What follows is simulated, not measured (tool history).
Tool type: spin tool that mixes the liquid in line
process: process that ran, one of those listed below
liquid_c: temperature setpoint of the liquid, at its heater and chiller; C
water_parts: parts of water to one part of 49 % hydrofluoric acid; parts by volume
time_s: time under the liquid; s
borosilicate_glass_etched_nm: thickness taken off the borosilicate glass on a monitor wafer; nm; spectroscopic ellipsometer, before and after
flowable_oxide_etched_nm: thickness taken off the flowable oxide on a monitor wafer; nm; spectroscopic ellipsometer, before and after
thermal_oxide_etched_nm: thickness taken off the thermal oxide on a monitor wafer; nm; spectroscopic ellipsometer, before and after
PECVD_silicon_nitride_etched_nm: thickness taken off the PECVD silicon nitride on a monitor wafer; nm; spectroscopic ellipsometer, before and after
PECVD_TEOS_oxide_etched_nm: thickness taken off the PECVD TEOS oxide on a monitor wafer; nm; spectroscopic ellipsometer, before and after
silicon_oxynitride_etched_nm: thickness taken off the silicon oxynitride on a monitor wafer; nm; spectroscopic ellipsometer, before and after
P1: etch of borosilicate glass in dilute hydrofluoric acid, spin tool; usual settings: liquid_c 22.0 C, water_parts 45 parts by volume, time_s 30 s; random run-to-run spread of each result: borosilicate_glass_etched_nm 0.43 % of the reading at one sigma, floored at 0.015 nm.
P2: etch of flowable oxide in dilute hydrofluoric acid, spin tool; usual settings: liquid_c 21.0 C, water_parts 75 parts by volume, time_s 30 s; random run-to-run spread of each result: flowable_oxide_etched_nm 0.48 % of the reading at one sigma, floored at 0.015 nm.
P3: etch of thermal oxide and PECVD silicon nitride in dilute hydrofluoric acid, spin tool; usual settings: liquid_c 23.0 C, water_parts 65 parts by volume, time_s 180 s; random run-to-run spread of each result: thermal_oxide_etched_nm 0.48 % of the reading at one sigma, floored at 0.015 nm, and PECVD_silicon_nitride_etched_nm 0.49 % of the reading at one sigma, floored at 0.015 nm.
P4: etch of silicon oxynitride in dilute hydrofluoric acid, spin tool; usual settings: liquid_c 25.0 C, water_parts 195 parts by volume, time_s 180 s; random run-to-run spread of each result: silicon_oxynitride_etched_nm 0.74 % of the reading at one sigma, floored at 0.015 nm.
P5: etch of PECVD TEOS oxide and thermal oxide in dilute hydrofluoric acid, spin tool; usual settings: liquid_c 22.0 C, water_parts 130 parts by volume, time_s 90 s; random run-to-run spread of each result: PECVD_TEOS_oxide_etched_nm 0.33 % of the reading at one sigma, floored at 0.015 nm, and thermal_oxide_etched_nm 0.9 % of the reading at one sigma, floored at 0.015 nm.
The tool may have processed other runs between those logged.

run,day,process,liquid_c,water_parts,time_s,hours since the thermometer was replaced,hours since the hydrofluoric acid flow meter was replaced,borosilicate_glass_etched_nm,flowable_oxide_etched_nm,thermal_oxide_etched_nm,PECVD_silicon_nitride_etched_nm,PECVD_TEOS_oxide_etched_nm,silicon_oxynitride_etched_nm
1,0.688,P1,22.0,45,30,1462.6,1013.6,14.9920,,,,,
2,1.333,P1,22.0,45,30,1478.1,1029.1,14.9820,,,,,
3,1.829,P2,17.0,75,30,1490.0,1041.0,,15.532,,,,
4,2.438,P3,17.0,65,180,1504.6,1055.6,,,10.3030,2.8963,,
5,3.075,P1,22.0,30,30,1519.9,1070.9,22.7570,,,,,
6,3.617,P2,21.0,105,30,1532.9,1083.9,,12.580,,,,
7,4.054,P2,21.0,75,55,1543.4,1094.4,,33.237,,,,
8,4.562,P5,22.0,130,90,1555.6,1106.6,,,2.9431,,10.396,
9,5.183,P1,22.0,45,15,1570.5,1121.5,7.4414,,,,,
10,5.646,P1,30.0,45,60,1581.6,1132.6,41.4710,,,,,
11,6.246,P3,23.0,20,180,1596.0,1147.0,,,45.6090,13.7600,,
12,6.850,P1,28.5,45,30,1610.5,1161.5,19.6800,,,,,
13,7.200,P5,28.5,130,90,1618.9,1169.9,,,3.7641,,13.339,
14,7.642,P5,22.0,130,90,1629.5,1180.5,,,2.9313,,10.454,
15,8.267,P1,22.0,45,50,1644.5,1195.5,24.9920,,,,,
16,8.671,P1,22.0,45,30,1654.2,1205.2,14.9330,,,,,
17,9.375,P3,23.0,65,25,1671.1,1222.1,,,1.8389,0.5902,,
18,10.004,P4,25.0,360,180,1686.2,1237.2,,,,,,1.5146
19,10.629,P2,21.0,75,30,1701.2,1252.2,,18.139,,,,
20,11.321,P3,23.0,65,180,1717.8,1268.8,,,13.3410,4.4156,,
# day 11.425: hydrofluoric acid flow meter replaced
21,12.050,P4,25.0,195,325,1735.3,15.0,,,,,,5.7514
22,12.692,P2,21.0,75,30,1750.7,30.4,,18.276,,,,
23,13.325,P5,22.0,60,90,1765.9,45.6,,,6.9515,,24.411,

Predict the results of run 24:
24,13.758,P4,25.0,195,180,1776.3,56.0,,,,,,?

Run 24 yielded silicon_oxynitride_etched_nm 3.1298 nm.

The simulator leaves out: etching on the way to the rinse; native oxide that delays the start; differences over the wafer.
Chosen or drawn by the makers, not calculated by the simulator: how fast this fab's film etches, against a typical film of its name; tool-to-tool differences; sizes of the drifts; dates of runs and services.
